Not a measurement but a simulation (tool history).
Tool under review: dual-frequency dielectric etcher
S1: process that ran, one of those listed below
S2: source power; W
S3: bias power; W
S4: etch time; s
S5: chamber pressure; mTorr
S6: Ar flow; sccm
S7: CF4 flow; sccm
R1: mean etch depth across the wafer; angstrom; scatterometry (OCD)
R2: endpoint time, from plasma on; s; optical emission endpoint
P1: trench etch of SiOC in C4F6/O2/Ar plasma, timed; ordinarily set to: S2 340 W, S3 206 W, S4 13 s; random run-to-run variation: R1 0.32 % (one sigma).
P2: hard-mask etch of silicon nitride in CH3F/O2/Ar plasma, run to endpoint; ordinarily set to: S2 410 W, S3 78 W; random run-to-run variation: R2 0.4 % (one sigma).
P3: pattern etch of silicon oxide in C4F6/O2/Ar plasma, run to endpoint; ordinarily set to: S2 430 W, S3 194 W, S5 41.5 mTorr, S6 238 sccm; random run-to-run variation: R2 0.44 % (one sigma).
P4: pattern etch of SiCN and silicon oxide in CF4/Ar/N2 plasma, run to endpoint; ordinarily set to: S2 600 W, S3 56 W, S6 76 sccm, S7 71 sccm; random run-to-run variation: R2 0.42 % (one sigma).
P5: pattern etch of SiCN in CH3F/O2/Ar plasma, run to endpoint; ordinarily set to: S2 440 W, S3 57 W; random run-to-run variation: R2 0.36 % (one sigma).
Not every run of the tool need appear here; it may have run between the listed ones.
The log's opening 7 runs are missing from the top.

| run | hour | S1 | S2 | S3 | S4 | S5 | S6 | S7 | R1 | R2 |
|---|---|---|---|---|---|---|---|---|---|---|
| 8 | 33.3 | P4 | 600 | 56 |  |  | 76 | 71 |  | 12.384 |
| 9 | 39.1 | P4 | 780 | 56 |  |  | 76 | 71 |  | 9.7288 |
| 10 | 44.1 | P5 | 440 | 57 |  |  |  |  |  | 29.513 |
| 11 | 48.3 | P4 | 600 | 56 |  |  | 46 | 71 |  | 11.512 |
| 12 | 53.2 | P1 | 460 | 206 | 13 |  |  |  | 287.31 |  |
| 13 | 58.1 | P2 | 280 | 78 |  |  |  |  |  | 42.726 |
| 14 | 63.6 | P1 | 340 | 206 | 16.5 |  |  |  | 323.54 |  |
| 15 | 68.9 | P1 | 240 | 206 | 13 |  |  |  | 221.91 |  |
| 16 | 71.8 | P1 | 400 | 206 | 17.5 |  |  |  | 366.78 |  |
| 17 | 77.3 | P1 | 340 | 206 | 8.5 |  |  |  | 166.64 |  |
| 18 | 81.9 | P1 | 340 | 134 | 13 |  |  |  | 223.49 |  |
| 19 | 84.9 | P1 | 340 | 246 | 13 |  |  |  | 271.39 |  |
| 20 | 89.6 | P1 | 340 | 206 | 13 |  |  |  | 255.84 |  |
| 21 | 94.3 | P5 | 610 | 57 |  |  |  |  |  | 25.985 |

For run 22, what comes out?
| 22 | 98.6 | P4 | 600 | 56 |  |  | 76 | 49 |  | ? |

R2: 13.129 s

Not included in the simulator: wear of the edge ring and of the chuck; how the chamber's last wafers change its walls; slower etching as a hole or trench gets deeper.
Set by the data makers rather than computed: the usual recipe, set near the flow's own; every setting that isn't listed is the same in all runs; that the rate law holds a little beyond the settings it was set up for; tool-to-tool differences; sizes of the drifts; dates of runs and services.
